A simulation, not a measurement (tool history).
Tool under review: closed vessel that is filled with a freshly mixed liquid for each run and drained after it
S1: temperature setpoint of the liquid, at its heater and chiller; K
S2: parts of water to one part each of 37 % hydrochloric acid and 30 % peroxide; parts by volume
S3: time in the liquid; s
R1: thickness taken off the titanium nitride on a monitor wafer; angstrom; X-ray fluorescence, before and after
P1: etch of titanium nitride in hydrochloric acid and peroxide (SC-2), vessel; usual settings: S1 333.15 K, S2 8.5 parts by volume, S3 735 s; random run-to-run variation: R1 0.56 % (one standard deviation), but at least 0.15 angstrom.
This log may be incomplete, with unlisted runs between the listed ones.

Run 1, hour 12.1: S1 333.15 K, S2 8.5 parts by volume, S3 735 s. Result: R1 412.87 angstrom.
Run 2, hour 21.8: S1 345.15 K, S2 4 parts by volume, S3 735 s. Result: R1 1487 angstrom.
Run 3, hour 31: S1 333.15 K, S2 8.5 parts by volume, S3 735 s. Result: R1 406.98 angstrom.
Run 4, hour 36.7: S1 324.15 K, S2 8.5 parts by volume, S3 1040 s. Result: R1 326.05 angstrom.
Run 5, hour 44.7: S1 345.15 K, S2 8.5 parts by volume, S3 735 s. Result: R1 844.38 angstrom.
Run 6, hour 53.3: S1 321.65 K, S2 8.5 parts by volume, S3 735 s. Result: R1 192.85 angstrom.
Run 7, hour 59.4: S1 333.15 K, S2 4 parts by volume, S3 735 s. Result: R1 720.26 angstrom.
Run 8, hour 71.7: S1 333.15 K, S2 8.5 parts by volume, S3 30 s. Result: R1 16.328 angstrom.
Run 9, hour 83.3: S1 333.15 K, S2 8.5 parts by volume, S3 1470 s. Result: R1 819.21 angstrom.
Run 10, hour 95.4: S1 323.65 K, S2 8.5 parts by volume, S3 1140 s. Result: R1 343.92 angstrom.
Run 11, hour 101.4: S1 333.15 K, S2 8.5 parts by volume, S3 735 s. Result: R1 411.15 angstrom.
At hour 106.9: new drum of peroxide connected.
Run 12, hour 107.3: S1 333.15 K, S2 15 parts by volume, S3 735 s. Result: R1 251.66 angstrom.
Run 13, hour 117.5: S1 333.15 K, S2 8.5 parts by volume, S3 735 s. Result: R1 409.05 angstrom.
Run 14, hour 125.7: S1 333.15 K, S2 8.5 parts by volume, S3 735 s. Result: R1 406.61 angstrom.
Run 15, hour 133.5: S1 333.15 K, S2 8.5 parts by volume, S3 735 s. Result: R1 408.69 angstrom.
Run 16, hour 139.6: S1 333.15 K, S2 8.5 parts by volume, S3 735 s. Result: R1 396.08 angstrom.

Forecast run 17:
Run 17, hour 148.8: S1 333.15 K, S2 8.5 parts by volume, S3 735 s. Result: R1 ?.

R1: 386.88 angstrom
